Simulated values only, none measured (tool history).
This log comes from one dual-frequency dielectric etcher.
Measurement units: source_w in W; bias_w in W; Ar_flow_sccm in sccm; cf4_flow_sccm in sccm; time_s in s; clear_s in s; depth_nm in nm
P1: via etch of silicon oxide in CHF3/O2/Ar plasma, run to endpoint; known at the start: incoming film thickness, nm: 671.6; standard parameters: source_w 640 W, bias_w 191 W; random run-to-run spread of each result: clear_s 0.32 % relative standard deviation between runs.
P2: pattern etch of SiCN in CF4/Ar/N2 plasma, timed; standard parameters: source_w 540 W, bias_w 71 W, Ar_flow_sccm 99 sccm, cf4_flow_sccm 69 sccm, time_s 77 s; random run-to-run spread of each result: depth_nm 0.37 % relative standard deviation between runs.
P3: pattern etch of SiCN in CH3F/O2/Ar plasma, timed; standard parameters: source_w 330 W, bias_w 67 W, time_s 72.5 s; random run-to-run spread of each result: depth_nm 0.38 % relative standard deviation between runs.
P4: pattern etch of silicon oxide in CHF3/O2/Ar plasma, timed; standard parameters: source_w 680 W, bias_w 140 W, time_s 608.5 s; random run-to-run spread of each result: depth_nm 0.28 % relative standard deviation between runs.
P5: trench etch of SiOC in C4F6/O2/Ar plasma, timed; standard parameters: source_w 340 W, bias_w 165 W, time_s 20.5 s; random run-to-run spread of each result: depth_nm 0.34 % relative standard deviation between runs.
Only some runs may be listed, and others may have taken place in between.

run,hour,process,source_w,bias_w,Ar_flow_sccm,cf4_flow_sccm,time_s,hours since the last wet clean,hours since the last source power generator calibration,hours since the last bias power generator calibration,clear_s,depth_nm
1,7.4,P1,640,191,,,,150.9,2235.1,1157.7,322.29,
2,14.6,P1,640,191,,,,158.1,2242.3,1164.9,322.44,
3,21.1,P2,700,71,99,69,77,164.6,2248.8,1171.4,,96.178
4,26.8,P1,640,191,,,,170.3,2254.5,1177.1,322.45,
5,36.5,P5,280,165,,,20.5,180,2264.2,1186.8,,35.728
6,45.7,P1,800,191,,,,189.2,2273.4,1196,295.6,
7,51,P4,680,140,,,608.5,194.5,2278.7,1201.3,,1153.8
8,58.9,P1,430,266,,,,202.4,2286.6,1209.2,333.63,
9,65.6,P5,340,165,,,20.5,209.1,2293.3,1215.9,,38.967
10,75.3,P1,640,270,,,,218.8,2303,1225.6,285.84,
11,82.7,P2,540,44,99,69,77,226.2,2310.4,1233,,66.346
12,90.1,P3,250,67,,,72.5,233.6,2317.8,1240.4,,21.678
13,98.9,P3,330,67,,,72.5,242.4,2326.6,1249.2,,24.032
14,106.7,P4,680,140,,,817,250.2,2334.4,1257,,1549
15,116.4,P5,340,165,,,20.5,259.9,2344.1,1266.7,,38.717
16,121.3,P1,450,191,,,,264.8,2349,1271.6,367.42,
17,130.5,P5,340,165,,,13.5,274,2358.2,1280.8,,25.598
18,137,P2,540,71,99,69,77,280.5,2364.7,1287.3,,76.682
19,147.4,P3,330,67,,,48,290.9,2375.1,1297.7,,15.929
20,153.7,P2,540,71,141,69,77,297.2,2381.4,1304,,72.675
21,158.7,P4,680,183,,,608.5,302.2,2386.4,1309,,1257.9
# hour 163.6: wet clean of the chamber
22,164.7,P3,330,67,,,72.5,1.2,2392.4,1315,,23.924
23,173.6,P1,640,150,,,,10.1,2401.3,1323.9,349.03,
24,182.8,P1,640,191,,,,19.3,2410.5,1333.1,322.43,
25,188.4,P1,640,191,,,,24.9,2416.1,1338.7,322.75,
26,195.6,P2,540,71,99,90,77,32.1,2423.3,1345.9,,80.11
# hour 198.2: source power generator calibrated
27,200.3,P2,540,71,99,69,93.5,36.8,2.2,1350.6,,93.645
28,208.4,P4,870,140,,,608.5,44.9,10.3,1358.7,,1275
29,213.4,P3,330,53,,,72.5,49.9,15.3,1363.7,,22.285
30,219,P5,340,106,,,20.5,55.5,20.9,1369.3,,34.147
31,229.6,P1,760,261,,,,66.1,31.5,1379.9,271.12,
32,238.1,P1,380,265,,,,74.6,40,1388.4,349.52,
33,246.8,P4,680,140,,,608.5,83.3,48.7,1397.1,,1149.1
34,252.5,P1,640,191,,,,89,54.4,1402.8,321.87,
35,260.6,P1,640,191,,,,97.1,62.5,1410.9,321.05,
36,271.2,P1,640,191,,,,107.7,73.1,1421.5,316.89,
37,279.5,P1,640,191,,,,116,81.4,1429.8,318.39,
# hour 286: wet clean of the chamber
38,288.6,P1,640,191,,,,2.6,90.5,1438.9,318.91,
39,293.3,P1,640,191,,,,7.3,95.2,1443.6,316.85,
40,299.5,P1,640,191,,,,13.5,101.4,1449.8,317.18,
41,304.5,P1,640,191,,,,18.5,106.4,1454.8,317.23,
42,311,P1,640,191,,,,25,112.9,1461.3,316.26,

P1 no longer gives what it gave before; its output has crept away from where it was. The following 2 causes, each at its listed size, fit the log equally well:
A: bias power that arrives over what is set, % = 4.82
B: source power that arrives over what is set, % = 4.29
Onset of the creep was near hour 252.5.
The rest of the possible causes, and what rules out each one:
chamber walls in a state that raises the etch rate, %: serviced at hour 286, after the drift had started, without restoring the earlier output

Of the 4 check runs below, each run on 2 wafers with the results averaged and each result still a question mark, which one would tell the listed causes apart?
check 1,317.5,P5,340,165,,,20.5,,,,,?
check 2,317.5,P3,330,67,,,72.5,,,,,?
check 3,317.5,P4,680,140,,,608.5,,,,,?
check 4,317.5,P2,540,71,99,69,77,,,,,?

What each check would give under each cause:
check,result,if A,if B
check 1,depth_nm,39.464,39.523
check 2,depth_nm,24.472,24.45
check 3,depth_nm,1174.2,1175.9
check 4,depth_nm,78.212,79.858
Distance between the nearest two causes, measured in the result of the check that separates them most: check 1 0.15 %; check 2 0.09 %; check 3 0.14 %; check 4 2.08 %
Check 4 is the one run that separates the causes; every other check would come out nearly the same whichever cause is at work.

Check 4 has now been run. It gave: depth_nm 78.264 nm. Which of the candidate causes is it?

It was cause A: bias power that arrives over what is set, %.
